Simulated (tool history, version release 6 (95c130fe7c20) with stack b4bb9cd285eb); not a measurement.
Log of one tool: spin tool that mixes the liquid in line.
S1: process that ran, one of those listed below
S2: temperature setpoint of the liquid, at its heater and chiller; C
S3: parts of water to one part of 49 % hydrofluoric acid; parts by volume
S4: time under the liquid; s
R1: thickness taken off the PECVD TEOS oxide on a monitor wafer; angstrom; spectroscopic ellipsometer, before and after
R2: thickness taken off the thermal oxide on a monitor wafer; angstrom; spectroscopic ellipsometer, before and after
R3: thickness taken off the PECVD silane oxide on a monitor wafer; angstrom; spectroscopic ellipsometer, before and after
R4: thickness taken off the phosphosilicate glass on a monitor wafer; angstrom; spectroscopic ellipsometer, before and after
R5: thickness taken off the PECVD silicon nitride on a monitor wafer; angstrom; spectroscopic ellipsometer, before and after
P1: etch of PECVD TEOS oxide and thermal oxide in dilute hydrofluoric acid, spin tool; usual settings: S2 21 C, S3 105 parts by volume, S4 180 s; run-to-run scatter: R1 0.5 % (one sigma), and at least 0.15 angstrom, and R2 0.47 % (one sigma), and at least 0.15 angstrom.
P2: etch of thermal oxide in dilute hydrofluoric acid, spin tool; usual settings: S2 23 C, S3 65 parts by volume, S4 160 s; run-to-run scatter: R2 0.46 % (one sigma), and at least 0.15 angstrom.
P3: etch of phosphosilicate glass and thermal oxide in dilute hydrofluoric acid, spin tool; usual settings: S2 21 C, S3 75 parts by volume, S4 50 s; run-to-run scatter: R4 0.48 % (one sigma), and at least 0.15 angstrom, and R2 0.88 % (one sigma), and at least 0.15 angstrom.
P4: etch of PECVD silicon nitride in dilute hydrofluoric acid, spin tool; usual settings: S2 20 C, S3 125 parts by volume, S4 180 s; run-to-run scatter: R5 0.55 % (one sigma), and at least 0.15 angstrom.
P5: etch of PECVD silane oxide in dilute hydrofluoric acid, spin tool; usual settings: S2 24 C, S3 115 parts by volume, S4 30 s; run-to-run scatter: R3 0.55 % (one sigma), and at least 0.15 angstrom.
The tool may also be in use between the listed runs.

| run | hour | S1 | S2 | S3 | S4 | R1 | R2 | R3 | R4 | R5 |
|---|---|---|---|---|---|---|---|---|---|---|
| 1 | 14.7 | P1 | 21 | 105 | 180 | 316.39 | 74.646 |  |  |  |
| 2 | 24.5 | P5 | 24 | 115 | 30 |  |  | 101.31 |  |  |
| 3 | 36.5 | P1 | 21 | 25 | 180 | 1462.7 | 340.18 |  |  |  |
| 4 | 46.7 | P1 | 21 | 150 | 180 | 210.2 | 49.123 |  |  |  |
| 5 | 57.6 | P1 | 21 | 105 | 180 | 315.3 | 74.448 |  |  |  |
| 6 | 73 | P1 | 21 | 105 | 180 | 315.6 | 74.689 |  |  |  |
| 7 | 91 | P2 | 23 | 65 | 65 |  | 47.692 |  |  |  |
| 8 | 100.4 | P1 | 21 | 105 | 180 | 318.51 | 73.7 |  |  |  |
| 9 | 116.3 | P3 | 21 | 140 | 50 |  | 14.695 |  | 295.87 |  |
| 10 | 130.2 | P3 | 21 | 75 | 50 |  | 29.645 |  | 592.53 |  |
| 11 | 141.5 | P4 | 20 | 125 | 180 |  |  |  |  | 57.907 |
| 12 | 157.2 | P1 | 21 | 105 | 40 | 70.226 | 16.328 |  |  |  |
| 13 | 165.3 | P3 | 21 | 75 | 50 |  | 29.422 |  | 593.32 |  |
| 14 | 177.9 | P4 | 20 | 125 | 345 |  |  |  |  | 110.7 |
| 15 | 192.3 | P1 | 21 | 105 | 180 | 318.12 | 74.546 |  |  |  |
| 16 | 205.3 | P5 | 24 | 30 | 30 |  |  | 438.33 |  |  |
| 17 | 223.8 | P1 | 21 | 105 | 180 | 315.89 | 73.903 |  |  |  |
| 18 | 237.8 | P1 | 17 | 180 | 180 | 145.97 | 34.283 |  |  |  |
| 19 | 247.3 | P4 | 24 | 125 | 180 |  |  |  |  | 75.801 |
| 20 | 256.9 | P1 | 26.5 | 105 | 180 | 395.27 | 92.601 |  |  |  |
| 21 | 272 | P2 | 28 | 65 | 160 |  | 142.28 |  |  |  |
| 22 | 283.5 | P3 | 21 | 75 | 15 |  | 8.7353 |  | 178.12 |  |
| 23 | 291.8 | P2 | 23 | 65 | 160 |  | 117.12 |  |  |  |
| 24 | 303.7 | P5 | 20 | 115 | 30 |  |  | 87.23 |  |  |
|  | 305 | hydrofluoric acid flow meter replaced |
| 25 | 317.3 | P4 | 20 | 125 | 180 |  |  |  |  | 58.364 |
| 26 | 329.8 | P3 | 27.5 | 75 | 50 |  | 37.417 |  | 769.1 |  |
| 27 | 339.9 | P1 | 17 | 105 | 180 | 266.37 | 63.047 |  |  |  |
| 28 | 355.5 | P5 | 24 | 115 | 30 |  |  | 103.4 |  |  |
| 29 | 372.9 | P1 | 21 | 105 | 275 | 487.07 | 112.51 |  |  |  |
| 30 | 385.5 | P5 | 24 | 115 | 15 |  |  | 50.796 |  |  |
| 31 | 397.8 | P2 | 23 | 20 | 160 |  | 405.81 |  |  |  |
| 32 | 413.8 | P4 | 20 | 30 | 180 |  |  |  |  | 232.8 |
| 33 | 425.4 | P1 | 21 | 105 | 180 | 319.71 | 74.347 |  |  |  |
| 34 | 442.9 | P1 | 21 | 105 | 180 | 306.74 | 72.097 |  |  |  |
| 35 | 455.5 | P1 | 21 | 105 | 180 | 302.84 | 70.48 |  |  |  |
| 36 | 466.1 | P1 | 21 | 105 | 180 | 297.22 | 69.609 |  |  |  |
| 37 | 484.1 | P1 | 21 | 105 | 180 | 298.51 | 69.091 |  |  |  |
| 38 | 495 | P1 | 21 | 105 | 180 | 296.89 | 69.472 |  |  |  |
| 39 | 504.6 | P1 | 21 | 105 | 180 | 289.84 | 68.8 |  |  |  |
| 40 | 518.4 | P1 | 21 | 105 | 180 | 290.97 | 67.731 |  |  |  |
| 41 | 529 | P1 | 21 | 105 | 180 | 289.67 | 68.378 |  |  |  |
| 42 | 539.5 | P1 | 21 | 105 | 180 | 288.17 | 68.125 |  |  |  |
| 43 | 550.4 | P1 | 21 | 105 | 180 | 291.62 | 67.16 |  |  |  |
| 44 | 568.3 | P1 | 21 | 105 | 180 | 291.65 | 67.529 |  |  |  |

What P1 gives has crept away from where it was. These 2 causes fit the log equally well, each at the size given:
A: hydrofluoric acid flow below the setpoint (%) = 7.44
B: liquid colder than its thermometer reads (K) = 2.13
The creep began at about hour 425.4.

4 check runs are offered, one wafer each, their results left as question marks. Which one tells the causes apart?
| check 1 | 586.2 | P4 | 20 | 125 | 180 |  |  |  |  | ? |
| check 2 | 586.2 | P5 | 24 | 115 | 30 |  |  | ? |  |  |
| check 3 | 586.2 | P2 | 23 | 65 | 160 |  | ? |  |  |  |
| check 4 | 586.2 | P3 | 21 | 75 | 50 |  | ? |  | ? |  |

What each check would give under each cause:
| check | result | if A | if B |
|---|---|---|---|
| check 1 | R5 | 53.906 | 50.286 |
| check 2 | R3 | 93.459 | 93.833 |
| check 3 | R2 | 107.54 | 107.08 |
| check 4 | R2 | 26.869 | 26.748 |
| check 4 | R4 | 545.42 | 542.96 |
How far apart the two closest causes lie, in the result that separates them most: check 1 6.95 %; check 2 0.4 %; check 3 0.43 %; check 4 0.45 %
Check 1 tells the causes apart: in the others they would give nearly the same result.

Check 1 was then run and gave: R5 50.395 angstrom. Which cause is it?

It is B: liquid colder than its thermometer reads (K).
